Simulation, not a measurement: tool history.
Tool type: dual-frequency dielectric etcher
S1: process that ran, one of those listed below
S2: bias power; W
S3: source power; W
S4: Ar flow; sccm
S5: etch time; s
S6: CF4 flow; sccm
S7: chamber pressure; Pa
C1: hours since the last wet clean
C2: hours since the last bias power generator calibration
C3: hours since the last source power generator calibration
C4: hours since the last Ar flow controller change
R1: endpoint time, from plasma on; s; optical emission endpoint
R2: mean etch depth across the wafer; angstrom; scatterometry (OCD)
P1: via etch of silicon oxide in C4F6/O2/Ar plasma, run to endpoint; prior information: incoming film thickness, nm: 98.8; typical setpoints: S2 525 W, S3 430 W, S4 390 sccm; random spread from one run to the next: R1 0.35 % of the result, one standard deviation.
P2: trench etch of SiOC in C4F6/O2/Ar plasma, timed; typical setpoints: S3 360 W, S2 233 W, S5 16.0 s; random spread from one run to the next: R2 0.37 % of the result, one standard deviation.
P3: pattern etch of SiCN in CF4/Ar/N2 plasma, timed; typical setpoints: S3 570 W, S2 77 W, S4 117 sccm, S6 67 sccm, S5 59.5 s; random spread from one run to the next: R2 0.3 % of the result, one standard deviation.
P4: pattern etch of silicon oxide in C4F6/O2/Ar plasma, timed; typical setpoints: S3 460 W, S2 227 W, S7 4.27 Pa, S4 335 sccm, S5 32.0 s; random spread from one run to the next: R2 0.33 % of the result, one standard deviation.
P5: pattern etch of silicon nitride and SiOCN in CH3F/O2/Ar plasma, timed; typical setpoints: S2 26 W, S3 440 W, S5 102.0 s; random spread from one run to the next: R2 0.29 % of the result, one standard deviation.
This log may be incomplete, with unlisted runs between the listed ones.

{"run": 1, "hour": 7.1, "S1": "P1", "S2": 525, "S3": 430, "S4": 390, "C1": 281.1, "C2": 2625.8, "C3": 653.3, "C4": 3481.7, "R1": 21.599}
{"run": 2, "hour": 16.0, "S1": "P2", "S2": 233, "S3": 360, "S5": 16.0, "C1": 290.0, "C2": 2634.7, "C3": 662.2, "C4": 3490.6, "R2": 347.87}
{"run": 3, "hour": 24.9, "S1": "P1", "S2": 715, "S3": 430, "S4": 390, "C1": 298.9, "C2": 2643.6, "C3": 671.1, "C4": 3499.5, "R1": 19.134}
{"run": 4, "hour": 34.9, "S1": "P1", "S2": 525, "S3": 250, "S4": 390, "C1": 308.9, "C2": 2653.6, "C3": 681.1, "C4": 3509.5, "R1": 26.123}
{"run": 5, "hour": 40.1, "S1": "P5", "S2": 26, "S3": 440, "S5": 102.0, "C1": 314.1, "C2": 2658.8, "C3": 686.3, "C4": 3514.7, "R2": 150.28}
{"run": 6, "hour": 46.2, "S1": "P1", "S2": 525, "S3": 430, "S4": 390, "C1": 320.2, "C2": 2664.9, "C3": 692.4, "C4": 3520.8, "R1": 21.504}
{"run": 7, "hour": 54.7, "S1": "P5", "S2": 26, "S3": 580, "S5": 102.0, "C1": 328.7, "C2": 2673.4, "C3": 700.9, "C4": 3529.3, "R2": 165.31}
{"run": 8, "hour": 61.2, "S1": "P5", "S2": 26, "S3": 440, "S5": 64.0, "C1": 335.2, "C2": 2679.9, "C3": 707.4, "C4": 3535.8, "R2": 94.539}
{"run": 9, "hour": 69.8, "S1": "P2", "S2": 292, "S3": 360, "S5": 16.0, "C1": 343.8, "C2": 2688.5, "C3": 716.0, "C4": 3544.4, "R2": 375.73}
{"run": 10, "hour": 77.4, "S1": "P3", "S2": 77, "S3": 570, "S4": 117, "S5": 59.5, "S6": 82, "C1": 351.4, "C2": 2696.1, "C3": 723.6, "C4": 3552.0, "R2": 640.77}
{"run": 11, "hour": 86.1, "S1": "P4", "S2": 136, "S3": 460, "S4": 335, "S5": 32.0, "S7": 4.27, "C1": 360.1, "C2": 2704.8, "C3": 732.3, "C4": 3560.7, "R2": 978.94}
{"run": 12, "hour": 92.4, "S1": "P1", "S2": 525, "S3": 530, "S4": 390, "C1": 366.4, "C2": 2711.1, "C3": 738.6, "C4": 3567.0, "R1": 19.905}
{"run": 13, "hour": 101.9, "S1": "P3", "S2": 77, "S3": 570, "S4": 117, "S5": 42.5, "S6": 67, "C1": 375.9, "C2": 2720.6, "C3": 748.1, "C4": 3576.5, "R2": 442.2}
{"run": 14, "hour": 107.4, "S1": "P1", "S2": 525, "S3": 430, "S4": 390, "C1": 381.4, "C2": 2726.1, "C3": 753.6, "C4": 3582.0, "R1": 21.557}
{"run": 15, "hour": 117.3, "S1": "P1", "S2": 525, "S3": 430, "S4": 287, "C1": 391.3, "C2": 2736.0, "C3": 763.5, "C4": 3591.9, "R1": 20.861}
{"run": 16, "hour": 126.6, "S1": "P2", "S2": 233, "S3": 360, "S5": 16.0, "C1": 400.6, "C2": 2745.3, "C3": 772.8, "C4": 3601.2, "R2": 347.82}
{"run": 17, "hour": 132.8, "S1": "P3", "S2": 77, "S3": 670, "S4": 117, "S5": 59.5, "S6": 67, "C1": 406.8, "C2": 2751.5, "C3": 779.0, "C4": 3607.4, "R2": 716.86}
{"run": 18, "hour": 137.7, "S1": "P4", "S2": 227, "S3": 460, "S4": 448, "S5": 32.0, "S7": 4.27, "C1": 411.7, "C2": 2756.4, "C3": 783.9, "C4": 3612.3, "R2": 1110.7}
{"run": 19, "hour": 145.8, "S1": "P4", "S2": 227, "S3": 460, "S4": 335, "S5": 42.5, "S7": 4.27, "C1": 419.8, "C2": 2764.5, "C3": 792.0, "C4": 3620.4, "R2": 1531.6}
{"run": 20, "hour": 152.8, "S1": "P5", "S2": 26, "S3": 440, "S5": 102.0, "C1": 426.8, "C2": 2771.5, "C3": 799.0, "C4": 3627.4, "R2": 150.02}
{"run": 21, "hour": 158.8, "S1": "P2", "S2": 233, "S3": 360, "S5": 9.0, "C1": 432.8, "C2": 2777.5, "C3": 805.0, "C4": 3633.4, "R2": 195.89}
{"run": 22, "hour": 167.2, "S1": "P4", "S2": 227, "S3": 460, "S4": 335, "S5": 32.0, "S7": 5.93, "C1": 441.2, "C2": 2785.9, "C3": 813.4, "C4": 3641.8, "R2": 1100.8}
{"run": 23, "hour": 172.7, "S1": "P5", "S2": 31, "S3": 440, "S5": 102.0, "C1": 446.7, "C2": 2791.4, "C3": 818.9, "C4": 3647.3, "R2": 162.64}
{"run": 24, "hour": 179.2, "S1": "P1", "S2": 525, "S3": 430, "S4": 390, "C1": 453.2, "C2": 2797.9, "C3": 825.4, "C4": 3653.8, "R1": 21.375}
{"run": 25, "hour": 189.5, "S1": "P1", "S2": 525, "S3": 430, "S4": 473, "C1": 463.5, "C2": 2808.2, "C3": 835.7, "C4": 3664.1, "R1": 22.047}

For run 26, what comes out?
{"run": 26, "hour": 199.1, "S1": "P3", "S2": 96, "S3": 570, "S4": 117, "S5": 59.5, "S6": 67, "C1": 473.1, "C2": 2817.8, "C3": 845.3, "C4": 3673.7, "R2": "?"}

{"run 26": {"R2": 675.3}}
